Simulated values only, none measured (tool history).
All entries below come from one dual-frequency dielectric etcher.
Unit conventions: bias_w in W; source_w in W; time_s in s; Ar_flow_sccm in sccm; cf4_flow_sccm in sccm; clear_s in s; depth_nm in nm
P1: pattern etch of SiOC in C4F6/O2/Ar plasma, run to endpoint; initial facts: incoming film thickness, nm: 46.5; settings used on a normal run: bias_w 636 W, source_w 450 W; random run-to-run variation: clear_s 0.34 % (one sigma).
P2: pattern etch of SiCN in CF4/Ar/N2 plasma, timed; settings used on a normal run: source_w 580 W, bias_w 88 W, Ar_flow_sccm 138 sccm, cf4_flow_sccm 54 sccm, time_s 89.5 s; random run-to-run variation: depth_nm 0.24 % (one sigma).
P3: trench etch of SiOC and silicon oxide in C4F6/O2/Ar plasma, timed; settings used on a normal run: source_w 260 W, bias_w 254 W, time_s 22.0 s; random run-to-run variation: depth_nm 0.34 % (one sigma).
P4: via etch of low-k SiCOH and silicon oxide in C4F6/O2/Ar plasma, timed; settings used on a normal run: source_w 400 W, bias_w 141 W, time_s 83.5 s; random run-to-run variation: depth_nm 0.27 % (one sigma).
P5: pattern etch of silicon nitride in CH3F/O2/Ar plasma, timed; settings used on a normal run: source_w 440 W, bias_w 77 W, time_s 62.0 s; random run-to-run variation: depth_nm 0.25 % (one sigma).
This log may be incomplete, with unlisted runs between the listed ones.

| run | hour | process | bias_w | source_w | time_s | Ar_flow_sccm | cf4_flow_sccm | hours since the last wet clean | hours since the last bias power generator calibration | hours since the last source power generator calibration | clear_s | depth_nm |
|---|---|---|---|---|---|---|---|---|---|---|---|---|
| 1 | 4.1 | P1 | 636 | 450 |  |  |  | 195.8 | 525.8 | 784.1 | 13.808 |  |
| 2 | 7.7 | P4 | 141 | 400 | 83.5 |  |  | 199.4 | 529.4 | 787.7 |  | 222.410 |
| 3 | 11.0 | P3 | 170 | 260 | 22.0 |  |  | 202.7 | 532.7 | 791.0 |  | 36.065 |
| 4 | 15.6 | P2 | 88 | 580 | 89.5 | 92 | 54 | 207.3 | 537.3 | 795.6 |  | 100.210 |
| 5 | 20.0 | P1 | 407 | 450 |  |  |  | 211.7 | 541.7 | 800.0 | 16.280 |  |
| 6 | 23.9 | P3 | 254 | 260 | 22.0 |  |  | 215.6 | 545.6 | 803.9 |  | 40.964 |
| 7 | 26.3 | P5 | 77 | 340 | 62.0 |  |  | 218.0 | 548.0 | 806.3 |  | 40.636 |
| 8 | 30.3 | P1 | 636 | 450 |  |  |  | 222.0 | 552.0 | 810.3 | 13.871 |  |
| 9 | 33.1 | P4 | 141 | 530 | 83.5 |  |  | 224.8 | 554.8 | 813.1 |  | 247.890 |
| 10 | 36.9 | P2 | 88 | 740 | 89.5 | 138 | 54 | 228.6 | 558.6 | 816.9 |  | 116.310 |
| 11 | 39.6 | P3 | 254 | 260 | 16.0 |  |  | 231.3 | 561.3 | 819.6 |  | 29.824 |
| 12 | 43.9 | P1 | 636 | 450 |  |  |  | 235.6 | 565.6 | 823.9 | 13.750 |  |
|  | 47.4 | source power generator calibrated |
| 13 | 48.2 | P5 | 77 | 440 | 62.0 |  |  | 239.9 | 569.9 | 0.8 |  | 44.585 |
| 14 | 51.1 | P1 | 636 | 370 |  |  |  | 242.8 | 572.8 | 3.7 | 14.808 |  |
| 15 | 53.5 | P5 | 77 | 440 | 47.0 |  |  | 245.2 | 575.2 | 6.1 |  | 33.783 |
| 16 | 57.8 | P1 | 847 | 370 |  |  |  | 249.5 | 579.5 | 10.4 | 13.303 |  |
| 17 | 61.9 | P4 | 141 | 400 | 111.5 |  |  | 253.6 | 583.6 | 14.5 |  | 297.600 |
| 18 | 66.1 | P3 | 254 | 260 | 22.0 |  |  | 257.8 | 587.8 | 18.7 |  | 40.938 |
| 19 | 69.7 | P1 | 636 | 450 |  |  |  | 261.4 | 591.4 | 22.3 | 13.788 |  |
| 20 | 73.7 | P1 | 832 | 450 |  |  |  | 265.4 | 595.4 | 26.3 | 12.485 |  |
| 21 | 76.2 | P2 | 88 | 580 | 89.5 | 138 | 54 | 267.9 | 597.9 | 28.8 |  | 93.520 |
| 22 | 78.7 | P2 | 88 | 580 | 89.5 | 138 | 54 | 270.4 | 600.4 | 31.3 |  | 93.812 |
| 23 | 83.6 | P1 | 636 | 560 |  |  |  | 275.3 | 605.3 | 36.2 | 12.832 |  |
| 24 | 88.2 | P2 | 88 | 580 | 89.5 | 138 | 42 | 279.9 | 609.9 | 40.8 |  | 90.168 |
| 25 | 93.0 | P3 | 254 | 160 | 22.0 |  |  | 284.7 | 614.7 | 45.6 |  | 34.229 |
| 26 | 97.1 | P2 | 88 | 580 | 68.5 | 138 | 54 | 288.8 | 618.8 | 49.7 |  | 72.350 |
| 27 | 100.3 | P5 | 46 | 440 | 62.0 |  |  | 292.0 | 622.0 | 52.9 |  | 37.682 |
| 28 | 104.3 | P2 | 64 | 580 | 89.5 | 138 | 54 | 296.0 | 626.0 | 56.9 |  | 83.406 |
| 29 | 109.3 | P1 | 636 | 450 |  |  |  | 301.0 | 631.0 | 61.9 | 13.913 |  |
| 30 | 112.4 | P4 | 182 | 400 | 83.5 |  |  | 304.1 | 634.1 | 65.0 |  | 241.270 |
| 31 | 115.1 | P1 | 468 | 370 |  |  |  | 306.8 | 636.8 | 67.7 | 16.704 |  |
| 32 | 120.2 | P1 | 636 | 450 |  |  |  | 311.9 | 641.9 | 72.8 | 13.855 |  |
| 33 | 123.5 | P1 | 636 | 450 |  |  |  | 315.2 | 645.2 | 76.1 | 13.814 |  |
| 34 | 126.8 | P1 | 636 | 450 |  |  |  | 318.5 | 648.5 | 79.4 | 13.757 |  |
| 35 | 131.5 | P1 | 636 | 450 |  |  |  | 323.2 | 653.2 | 84.1 | 13.661 |  |
| 36 | 134.3 | P1 | 636 | 450 |  |  |  | 326.0 | 656.0 | 86.9 | 13.709 |  |
| 37 | 139.0 | P1 | 636 | 450 |  |  |  | 330.7 | 660.7 | 91.6 | 13.616 |  |
| 38 | 141.3 | P1 | 636 | 450 |  |  |  | 333.0 | 663.0 | 93.9 | 13.594 |  |
| 39 | 145.0 | P1 | 636 | 450 |  |  |  | 336.7 | 666.7 | 97.6 | 13.594 |  |
|  | 146.3 | wet clean of the chamber |
| 40 | 149.8 | P1 | 636 | 450 |  |  |  | 3.5 | 671.5 | 102.4 | 13.568 |  |
| 41 | 152.4 | P1 | 636 | 450 |  |  |  | 6.1 | 674.1 | 105.0 | 13.561 |  |
| 42 | 155.4 | P1 | 636 | 450 |  |  |  | 9.1 | 677.1 | 108.0 | 13.672 |  |

What P1 gives has crept off from where it sat before. The 2 causes that follow fit the log equally well, each at the size noted:
A: bias power that arrives over what is set, % = 4.57
B: source power that arrives over what is set, % = 4.81
The onset of the drift is placed at about hour 120.2.
What rules out each remaining cause:
chamber walls in a state that raises the etch rate, %: was serviced at hour 146.3, once the creep was under way, yet the earlier output never came back

Listed below are the offered check runs, one wafer per run, with question marks in place of results. For which of them would the causes give clearly different outcomes?
| check 1 | 158.4 | P2 | 88 | 580 | 89.5 | 138 | 54 |  |  |  |  | ? |
| check 2 | 158.4 | P5 | 77 | 440 | 62.0 |  |  |  |  |  |  | ? |
| check 3 | 158.4 | P3 | 254 | 260 | 22.0 |  |  |  |  |  |  | ? |
| check 4 | 158.4 | P4 | 141 | 400 | 83.5 |  |  |  |  |  |  | ? |

What each check would give under each cause:
| check | result | if A | if B |
|---|---|---|---|
| check 1 | depth_nm | 95.647 | 97.895 |
| check 2 | depth_nm | 45.415 | 45.519 |
| check 3 | depth_nm | 41.718 | 41.808 |
| check 4 | depth_nm | 225.770 | 226.940 |
Smallest distance between any two causes, each pair judged by its most separating result, in per cent: check 1 2.32 %; check 2 0.23 %; check 3 0.22 %; check 4 0.52 %
Check 1 is the one run that separates the causes; every other check would come out nearly the same whichever cause is at work.

Check 1 was carried out, with these results: depth_nm 95.413 nm. Which of the listed causes is responsible?

A is the cause: bias power that arrives over what is set, %.
